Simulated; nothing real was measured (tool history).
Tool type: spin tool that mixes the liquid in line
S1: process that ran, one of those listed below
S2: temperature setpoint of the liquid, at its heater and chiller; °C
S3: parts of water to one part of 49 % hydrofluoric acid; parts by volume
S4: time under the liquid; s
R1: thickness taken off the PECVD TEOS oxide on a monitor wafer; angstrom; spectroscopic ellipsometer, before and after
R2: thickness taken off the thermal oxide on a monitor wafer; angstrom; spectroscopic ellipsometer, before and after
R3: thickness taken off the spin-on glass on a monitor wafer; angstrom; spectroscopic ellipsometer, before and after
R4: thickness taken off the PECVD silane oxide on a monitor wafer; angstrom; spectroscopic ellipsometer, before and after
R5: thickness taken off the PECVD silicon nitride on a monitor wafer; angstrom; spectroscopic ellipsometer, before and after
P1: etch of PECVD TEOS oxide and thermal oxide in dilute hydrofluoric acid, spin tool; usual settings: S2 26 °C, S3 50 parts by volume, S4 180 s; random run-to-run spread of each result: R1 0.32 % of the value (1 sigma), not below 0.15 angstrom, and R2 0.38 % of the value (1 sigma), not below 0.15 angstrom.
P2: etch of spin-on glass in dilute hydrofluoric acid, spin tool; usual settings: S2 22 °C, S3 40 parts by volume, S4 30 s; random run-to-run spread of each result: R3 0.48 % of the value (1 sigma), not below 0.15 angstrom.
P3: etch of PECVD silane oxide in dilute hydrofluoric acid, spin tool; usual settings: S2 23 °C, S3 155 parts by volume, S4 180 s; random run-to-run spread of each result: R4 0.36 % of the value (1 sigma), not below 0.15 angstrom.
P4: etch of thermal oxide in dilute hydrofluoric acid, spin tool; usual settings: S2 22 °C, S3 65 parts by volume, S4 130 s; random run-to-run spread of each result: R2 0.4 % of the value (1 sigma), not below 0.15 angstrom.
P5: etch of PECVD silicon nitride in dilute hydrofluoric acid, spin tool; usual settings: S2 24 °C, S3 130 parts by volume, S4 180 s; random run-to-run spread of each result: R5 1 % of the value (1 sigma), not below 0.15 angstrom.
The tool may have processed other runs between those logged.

run 1 hour=9.4 | S1=P1 S2=26 S3=50 S4=180 | R1=442.83 R2=193.09
run 2 hour=19.9 | S1=P1 S2=26 S3=75 S4=180 | R1=284.7 R2=123.41
run 3 hour=31.9 | S1=P1 S2=26 S3=50 S4=180 | R1=443.97 R2=192.62
run 4 hour=40.5 | S1=P2 S2=22 S3=40 S4=30 | R3=400.97
run 5 hour=53.3 | S1=P1 S2=22 S3=50 S4=180 | R1=374.35 R2=162.58
run 6 hour=61.2 | S1=P3 S2=23 S3=40 S4=180 | R4=813.31
run 7 hour=72.3 | S1=P1 S2=26 S3=50 S4=25 | R1=61.166 R2=26.437
run 8 hour=81.2 | S1=P1 S2=26 S3=50 S4=180 | R1=443.44 R2=191.71
run 9 hour=93 | S1=P1 S2=26 S3=50 S4=340 | R1=833.82 R2=366.08
run 10 hour=105.6 | S1=P1 S2=30.5 S3=50 S4=180 | R1=530.56 R2=230.9
run 11 hour=119.6 | S1=P5 S2=17 S3=130 S4=180 | R5=16.718
run 12 hour=133.9 | S1=P1 S2=26 S3=75 S4=20 | R1=31.862 R2=13.858
run 13 hour=144.2 | S1=P2 S2=22 S3=40 S4=30 | R3=398.01
run 14 hour=153.6 | S1=P4 S2=17.5 S3=65 S4=130 | R2=72.041
run 15 hour=169.1 | S1=P4 S2=22 S3=65 S4=130 | R2=87.059
run 16 hour=178.7 | S1=P3 S2=31 S3=155 S4=180 | R4=243.48
run 17 hour=187.6 | S1=P3 S2=23 S3=155 S4=295 | R4=296.08
run 18 hour=194.6 | S1=P4 S2=22 S3=65 S4=15 | R2=9.9861
run 19 hour=202.8 | S1=P5 S2=24 S3=130 S4=15 | R5=2.2043
run 20 hour=215 | S1=P2 S2=29 S3=40 S4=30 | R3=528.06
run 21 hour=225.9 | S1=P1 S2=26 S3=50 S4=180 | R1=441.76 R2=190.59
run 22 hour=240.7 | S1=P2 S2=22 S3=40 S4=60 | R3=788.72
run 23 hour=249.9 | S1=P1 S2=26 S3=50 S4=180 | R1=441.83 R2=192.61
run 24 hour=265.2 | S1=P5 S2=24 S3=30 S4=180 | R5=112.16
run 25 hour=277.2 | S1=P1 S2=26 S3=20 S4=180 | R1=1156.3 R2=502.35
run 26 hour=284.5 | S1=P5 S2=24 S3=130 S4=180 | R5=26.21
run 27 hour=294.3 | S1=P3 S2=23 S3=155 S4=180 | R4=181.45
run 28 hour=301.1 | S1=P1 S2=26 S3=50 S4=180 | R1=443.08 R2=192.5
run 29 hour=316.6 | S1=P2 S2=22 S3=20 S4=30 | R3=815.03
run 30 hour=323.7 | S1=P4 S2=22 S3=25 S4=130 | R2=236.91
run 31 hour=332.2 | S1=P1 S2=26 S3=50 S4=180 | R1=443.41 R2=193.28
run 32 hour=347.2 | S1=P1 S2=26 S3=50 S4=180 | R1=426.7 R2=185.23
run 33 hour=357.6 | S1=P1 S2=26 S3=50 S4=180 | R1=419.46 R2=182.71
run 34 hour=369.4 | S1=P1 S2=26 S3=50 S4=180 | R1=414.82 R2=180.6
run 35 hour=381.9 | S1=P1 S2=26 S3=50 S4=180 | R1=411.09 R2=178.3
run 36 hour=396.8 | S1=P1 S2=26 S3=50 S4=180 | R1=408.66 R2=178.2
run 37 hour=404.7 | S1=P1 S2=26 S3=50 S4=180 | R1=406.28 R2=176.99
run 38 hour=415.1 | S1=P1 S2=26 S3=50 S4=180 | R1=407.44 R2=177.26
run 39 hour=430.1 | S1=P1 S2=26 S3=50 S4=180 | R1=405.41 R2=177.2
run 40 hour=441.8 | S1=P1 S2=26 S3=50 S4=180 | R1=408 R2=175.42

P1 has crept away from where it was. The log is fitted equally well by each of these 2 causes, at the sizes shown:
A: liquid colder than its thermometer reads (K) = 2.1
B: hydrofluoric acid flow below the setpoint (%) = 7.69
The process output started creeping at around hour 332.2.

Each of the check runs listed below is run on 2 wafers and reports their average, with the results left as question marks. Pick the one under which the possible causes would lead to clearly different results.
run check 1 hour=453.5 | S1=P3 S2=29.5 S3=60 S4=180 | R4=?
run check 2 hour=453.5 | S1=P4 S2=22 S3=30 S4=50 | R2=?
run check 3 hour=453.5 | S1=P2 S2=22 S3=20 S4=50 | R3=?
run check 4 hour=453.5 | S1=P5 S2=24 S3=45 S4=180 | R5=?

What every check run would give for each of its results, assuming each possible cause in turn:
check=check_1 result=R4 if_A=626.07 if_B=623.07
check=check_2 result=R2 if_A=69.121 if_B=69.582
check=check_3 result=R3 if_A=1244.9 if_B=1255.2
check=check_4 result=R5 if_A=65.396 if_B=69.776
Per-check spread between the two closest causes, in the result where they differ most: check 1 0.48 %; check 2 0.66 %; check 3 0.83 %; check 4 6.48 %
Check 4 tells the causes apart: in the others they would give nearly the same result.

With check 4 done, the readings were: R5 65.468 angstrom. Identify which of the listed causes applies.

A is the cause: liquid colder than its thermometer reads (K).

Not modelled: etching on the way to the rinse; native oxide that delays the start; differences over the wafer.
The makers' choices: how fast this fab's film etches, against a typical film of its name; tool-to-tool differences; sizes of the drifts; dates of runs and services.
